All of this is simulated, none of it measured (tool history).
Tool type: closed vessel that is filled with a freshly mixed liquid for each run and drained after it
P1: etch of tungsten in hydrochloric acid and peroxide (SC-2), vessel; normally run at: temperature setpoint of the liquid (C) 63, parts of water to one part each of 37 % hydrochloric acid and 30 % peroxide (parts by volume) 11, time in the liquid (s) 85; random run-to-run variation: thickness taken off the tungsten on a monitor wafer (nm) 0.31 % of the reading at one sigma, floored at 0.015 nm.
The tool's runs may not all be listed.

run,hour,temperature setpoint of the liquid (C),parts of water to one part each of 37 % hydrochloric acid and 30 % peroxide (parts by volume),time in the liquid (s),hours since the thermometer was replaced,hours since the chemicals flow meter was replaced,hours since the drum of peroxide was connected,thickness taken off the tungsten on a monitor wafer (nm)
1,13.5,63,11,85,284.2,1199.5,699.6,40.328
2,27.1,63,11,30,297.8,1213.1,713.2,14.292
3,42.9,63,11,85,313.6,1228.9,729,40.317
4,57.1,63,11,85,327.8,1243.1,743.2,40.401
5,64.4,46.5,11,85,335.1,1250.4,750.5,13.866
6,79.6,63,11,85,350.3,1265.6,765.7,40.381
7,91.2,72,11,85,361.9,1277.2,777.3,69.459
8,106.2,63,4,85,376.9,1292.2,792.3,87.407
# hour 110.2: chemicals flow meter replaced
9,122.2,63,11,85,392.9,12.1,808.3,40.425
10,132.8,63,7.5,150,403.5,22.7,818.9,97.56
11,148.3,63,11,85,419,38.2,834.4,40.392
12,158.1,63,11,125,428.8,48,844.2,59.369
13,172.6,63,15.5,85,443.3,62.5,858.7,29.874
14,182.3,52,4,85,453,72.2,868.4,43.529
15,192.7,63,11,85,463.4,82.6,878.8,40.42
16,200.8,63,11,85,471.5,90.7,886.9,41.45
17,211.2,63,11,85,481.9,101.1,897.3,42.32
18,221.2,63,11,85,491.9,111.1,907.3,42.775
19,229.4,63,11,85,500.1,119.3,915.5,43.112
20,246.2,63,11,85,516.9,136.1,932.3,43.696
21,262.8,63,11,85,533.5,152.7,948.9,44.096
22,279,63,11,85,549.7,168.9,965.1,43.995
23,288.5,63,11,85,559.2,178.4,974.6,44.124
24,304.5,63,11,85,575.2,194.4,990.6,44.271

Something has made what P1 gives creep away from where it was; the 2 causes below, each at its own stated size, fit the log equally well:
A: liquid hotter than its thermometer reads (K) = 1.45
B: chemicals flow above the setpoint (%) = 11.1
The process output started creeping at around hour 192.7.
Every other cause this tool's parts could produce, and why it does not fit the log:
peroxide weaker than its label (%): at most 8, which would move thickness taken off the tungsten on a monitor wafer (nm) by -7.4 %: too little, or the wrong way

Listed below are the offered check runs, one wafer per run, with question marks in place of results. For which of them would the causes give clearly different outcomes?
check 1,320.5,57,4,85,,,,?
check 2,320.5,63,15,30,,,,?
check 3,320.5,55.5,11,40,,,,?
check 4,320.5,72,6.5,85,,,,?

If the cause were each of the candidates in turn, the checks would give the following:
check,result,if A,if B
check 1,thickness taken off the tungsten on a monitor wafer (nm),65.891,64.378
check 2,thickness taken off the tungsten on a monitor wafer (nm),11.921,11.961
check 3,thickness taken off the tungsten on a monitor wafer (nm),13.009,12.947
check 4,thickness taken off the tungsten on a monitor wafer (nm),115.4,114.83
Smallest distance between any two causes, each pair judged by its most separating result, in per cent: check 1 2.32 %; check 2 0.33 %; check 3 0.47 %; check 4 0.5 %
Only check 1 tells the causes apart: in the others they would give nearly the same result.

Check 1 has now been run. It gave: thickness taken off the tungsten on a monitor wafer (nm) 66.116. Which of the candidate causes is it?

Of the candidate causes, it is A: liquid hotter than its thermometer reads (K).
